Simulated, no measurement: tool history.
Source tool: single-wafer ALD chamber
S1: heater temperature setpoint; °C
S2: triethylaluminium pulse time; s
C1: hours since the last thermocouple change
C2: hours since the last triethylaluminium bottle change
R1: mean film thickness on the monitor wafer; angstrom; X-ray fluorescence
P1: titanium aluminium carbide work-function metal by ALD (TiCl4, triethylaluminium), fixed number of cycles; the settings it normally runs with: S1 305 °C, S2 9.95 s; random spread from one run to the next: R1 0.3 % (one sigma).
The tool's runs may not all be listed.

Run 1, hour 3.6: S1 305 °C, S2 9.95 s; C1 818.0; C2 57.5. Result: R1 20.760 angstrom.
Run 2, hour 9.1: S1 305 °C, S2 9.95 s; C1 823.5; C2 63.0. Result: R1 20.619 angstrom.
Run 3, hour 13.4: S1 290 °C, S2 14.46 s; C1 827.8; C2 67.3. Result: R1 19.868 angstrom.
Run 4, hour 18.4: S1 326 °C, S2 13.18 s; C1 832.8; C2 72.3. Result: R1 22.983 angstrom.
Run 5, hour 22.0: S1 305 °C, S2 9.95 s; C1 836.4; C2 75.9. Result: R1 20.596 angstrom.
Run 6, hour 27.7: S1 305 °C, S2 9.95 s; C1 842.1; C2 81.6. Result: R1 20.676 angstrom.
Run 7, hour 31.6: S1 305 °C, S2 9.95 s; C1 846.0; C2 85.5. Result: R1 20.649 angstrom.
Run 8, hour 36.1: S1 323 °C, S2 14.13 s; C1 850.5; C2 90.0. Result: R1 22.765 angstrom.
Run 9, hour 43.1: S1 305 °C, S2 13.63 s; C1 857.5; C2 97.0. Result: R1 21.182 angstrom.
Run 10, hour 47.8: S1 305 °C, S2 3.71 s; C1 862.2; C2 101.7. Result: R1 15.408 angstrom.
Run 11, hour 53.1: S1 280 °C, S2 9.95 s; C1 867.5; C2 107.0. Result: R1 18.516 angstrom.
Run 12, hour 59.0: S1 329 °C, S2 9.95 s; C1 873.4; C2 112.9. Result: R1 22.796 angstrom.
Run 13, hour 65.9: S1 305 °C, S2 9.95 s; C1 880.3; C2 119.8. Result: R1 20.737 angstrom.
Run 14, hour 71.6: S1 305 °C, S2 9.95 s; C1 886.0; C2 125.5. Result: R1 20.646 angstrom.
Run 15, hour 77.6: S1 305 °C, S2 9.95 s; C1 892.0; C2 131.5. Result: R1 20.553 angstrom.
Run 16, hour 84.5: S1 305 °C, S2 9.95 s; C1 898.9; C2 138.4. Result: R1 20.311 angstrom.
Run 17, hour 89.4: S1 305 °C, S2 9.95 s; C1 903.8; C2 143.3. Result: R1 20.442 angstrom.
Run 18, hour 93.1: S1 305 °C, S2 9.95 s; C1 907.5; C2 147.0. Result: R1 20.262 angstrom.
Run 19, hour 99.0: S1 305 °C, S2 9.95 s; C1 913.4; C2 152.9. Result: R1 20.150 angstrom.
Run 20, hour 105.1: S1 305 °C, S2 9.95 s; C1 919.5; C2 159.0. Result: R1 20.207 angstrom.
Run 21, hour 108.4: S1 305 °C, S2 9.95 s; C1 922.8; C2 162.3. Result: R1 20.109 angstrom.
Run 22, hour 113.7: S1 305 °C, S2 9.95 s; C1 928.1; C2 167.6. Result: R1 20.172 angstrom.

Something has made what P1 gives creep away from where it was; the 2 causes below, each at its own stated size, fit the log equally well:
A: triethylaluminium dose below that of a fresh bottle (%) = 15.6
B: wafer temperature below the value expected at the setpoint (K) = 5.54
Onset of the creep was near hour 71.6.

Below are 4 check runs, each on a single wafer, with their results shown as question marks. Which of them would tell the listed causes apart, meaning the causes would give clearly different results under it?
Run check 1, hour 119.0: S1 323 °C, S2 9.95 s. Result: R1 ?.
Run check 2, hour 119.0: S1 282 °C, S2 9.95 s. Result: R1 ?.
Run check 3, hour 119.0: S1 314 °C, S2 9.95 s. Result: R1 ?.
Run check 4, hour 119.0: S1 305 °C, S2 5.47 s. Result: R1 ?.

If the cause were each of the candidates in turn, the checks would give the following:
  check  result    if A    if B
check 1      R1  21.740  21.773
check 2      R1  18.217  18.181
check 3      R1  20.957  20.973
check 4      R1  17.012  17.692
Minimum pairwise separation of causes per check, each pair taken at its best-separating result: check 1 0.15 %; check 2 0.2 %; check 3 0.08 %; check 4 3.92 %
Only check 4 tells the causes apart: in the others they would give nearly the same result.

The results of check 4 are: R1 17.056 angstrom. Based on these, which of the listed causes is it?

The cause is A: triethylaluminium dose below that of a fresh bottle (%).
